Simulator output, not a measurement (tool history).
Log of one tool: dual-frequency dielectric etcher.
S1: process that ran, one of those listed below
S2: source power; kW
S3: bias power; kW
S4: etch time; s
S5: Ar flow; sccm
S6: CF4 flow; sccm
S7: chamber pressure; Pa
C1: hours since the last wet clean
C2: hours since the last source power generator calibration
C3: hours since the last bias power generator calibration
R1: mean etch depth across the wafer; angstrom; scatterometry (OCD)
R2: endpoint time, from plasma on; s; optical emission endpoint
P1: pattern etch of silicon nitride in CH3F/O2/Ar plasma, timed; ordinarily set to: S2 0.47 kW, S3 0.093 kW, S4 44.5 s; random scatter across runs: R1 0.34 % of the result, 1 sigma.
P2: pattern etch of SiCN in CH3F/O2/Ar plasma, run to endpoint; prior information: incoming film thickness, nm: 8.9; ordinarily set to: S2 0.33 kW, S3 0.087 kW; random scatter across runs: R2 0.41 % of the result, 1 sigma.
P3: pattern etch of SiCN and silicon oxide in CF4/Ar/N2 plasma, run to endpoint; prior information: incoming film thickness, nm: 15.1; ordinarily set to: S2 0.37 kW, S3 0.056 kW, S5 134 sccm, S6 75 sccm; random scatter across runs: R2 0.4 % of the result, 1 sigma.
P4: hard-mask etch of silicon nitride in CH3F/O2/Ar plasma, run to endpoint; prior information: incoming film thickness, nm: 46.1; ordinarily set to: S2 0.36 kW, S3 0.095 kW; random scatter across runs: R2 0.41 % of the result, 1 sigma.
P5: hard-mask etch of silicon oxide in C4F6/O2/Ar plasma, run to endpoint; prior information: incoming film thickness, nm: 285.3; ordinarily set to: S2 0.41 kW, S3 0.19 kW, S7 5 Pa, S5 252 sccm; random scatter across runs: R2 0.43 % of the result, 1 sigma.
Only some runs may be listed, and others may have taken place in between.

{"run": 1, "hour": 6.5, "S1": "P1", "S2": 0.47, "S3": 0.093, "S4": 44.5, "C1": 118.8, "C2": 1638.8, "C3": 389.3, "R1": 360.47}
{"run": 2, "hour": 15.1, "S1": "P1", "S2": 0.62, "S3": 0.093, "S4": 44.5, "C1": 127.4, "C2": 1647.4, "C3": 397.9, "R1": 401.76}
{"run": 3, "hour": 23.8, "S1": "P3", "S2": 0.37, "S3": 0.034, "S5": 134, "S6": 75, "C1": 136.1, "C2": 1656.1, "C3": 406.6, "R2": 26.935}
{"run": 4, "hour": 34.0, "S1": "P2", "S2": 0.33, "S3": 0.051, "C1": 146.3, "C2": 1666.3, "C3": 416.8, "R2": 29.097}
{"run": 5, "hour": 39.0, "S1": "P2", "S2": 0.41, "S3": 0.087, "C1": 151.3, "C2": 1671.3, "C3": 421.8, "R2": 22.204}
{"run": 6, "hour": 47.2, "S1": "P1", "S2": 0.32, "S3": 0.077, "S4": 44.5, "C1": 159.5, "C2": 1679.5, "C3": 430, "R1": 293.42}
{"run": 7, "hour": 56.3, "S1": "P3", "S2": 0.24, "S3": 0.056, "S5": 134, "S6": 75, "C1": 168.6, "C2": 1688.6, "C3": 439.1, "R2": 34.038}
{"run": 8, "hour": 63.6, "S1": "P3", "S2": 0.37, "S3": 0.056, "S5": 134, "S6": 106, "C1": 175.9, "C2": 1695.9, "C3": 446.4, "R2": 22.02}
{"run": 9, "hour": 72.7, "S1": "P3", "S2": 0.37, "S3": 0.056, "S5": 134, "S6": 75, "C1": 185, "C2": 1705, "C3": 455.5, "R2": 23.175}
{"run": 10, "hour": 80.8, "S1": "P4", "S2": 0.48, "S3": 0.095, "C1": 193.1, "C2": 1713.1, "C3": 463.6, "R2": 55.543}
{"run": 11, "hour": 87.8, "S1": "P1", "S2": 0.32, "S3": 0.093, "S4": 44.5, "C1": 200.1, "C2": 1720.1, "C3": 470.6, "R1": 312.61}
{"run": 12, "hour": 94.0, "S1": "P5", "S2": 0.41, "S3": 0.19, "S5": 252, "S7": 6.67, "C1": 206.3, "C2": 1726.3, "C3": 476.8, "R2": 92.996}
{"run": 13, "hour": 100.8, "S1": "P1", "S2": 0.47, "S3": 0.068, "S4": 44.5, "C1": 213.1, "C2": 1733.1, "C3": 483.6, "R1": 325.93}
{"run": 14, "hour": 107.8, "S1": "P5", "S2": 0.41, "S3": 0.19, "S5": 252, "S7": 5, "C1": 220.1, "C2": 1740.1, "C3": 490.6, "R2": 89.47}
{"run": 15, "hour": 115.2, "S1": "P1", "S2": 0.47, "S3": 0.093, "S4": 34.5, "C1": 227.5, "C2": 1747.5, "C3": 498, "R1": 280.54}
{"run": 16, "hour": 122.7, "S1": "P1", "S2": 0.47, "S3": 0.128, "S4": 44.5, "C1": 235, "C2": 1755, "C3": 505.5, "R1": 405.96}
{"run": 17, "hour": 130.5, "S1": "P1", "S2": 0.47, "S3": 0.093, "S4": 66, "C1": 242.8, "C2": 1762.8, "C3": 513.3, "R1": 533.96}
{"run": 18, "hour": 140.6, "S1": "P5", "S2": 0.41, "S3": 0.19, "S5": 326, "S7": 5, "C1": 252.9, "C2": 1772.9, "C3": 523.4, "R2": 92.104}
{"run": 19, "hour": 146.6, "S1": "P5", "S2": 0.55, "S3": 0.19, "S5": 252, "S7": 5, "C1": 258.9, "C2": 1778.9, "C3": 529.4, "R2": 79.971}
{"run": 20, "hour": 155.9, "S1": "P1", "S2": 0.47, "S3": 0.093, "S4": 44.5, "C1": 268.2, "C2": 1788.2, "C3": 538.7, "R1": 359.95}
{"run": 21, "hour": 165.9, "S1": "P2", "S2": 0.33, "S3": 0.087, "C1": 278.2, "C2": 1798.2, "C3": 548.7, "R2": 24.205}
{"run": 22, "hour": 171.6, "S1": "P1", "S2": 0.57, "S3": 0.093, "S4": 56, "C1": 283.9, "C2": 1803.9, "C3": 554.4, "R1": 490.89}
{"run": 23, "hour": 180.5, "S1": "P4", "S2": 0.36, "S3": 0.058, "C1": 292.8, "C2": 1812.8, "C3": 563.3, "R2": 73.669}
{"run": 24, "hour": 185.1, "S1": "P1", "S2": 0.47, "S3": 0.093, "S4": 44.5, "C1": 297.4, "C2": 1817.4, "C3": 567.9, "R1": 361.3}
{"run": 25, "hour": 192.7, "S1": "P5", "S2": 0.41, "S3": 0.123, "S5": 252, "S7": 5, "C1": 305, "C2": 1825, "C3": 575.5, "R2": 101.86}

Predict the results of run 26:
{"run": 26, "hour": 201.0, "S1": "P3", "S2": 0.37, "S3": 0.056, "S5": 179, "S6": 75, "C1": 313.3, "C2": 1833.3, "C3": 583.8, "R2": "?"}

Run 26 yielded R2 24.06 s.
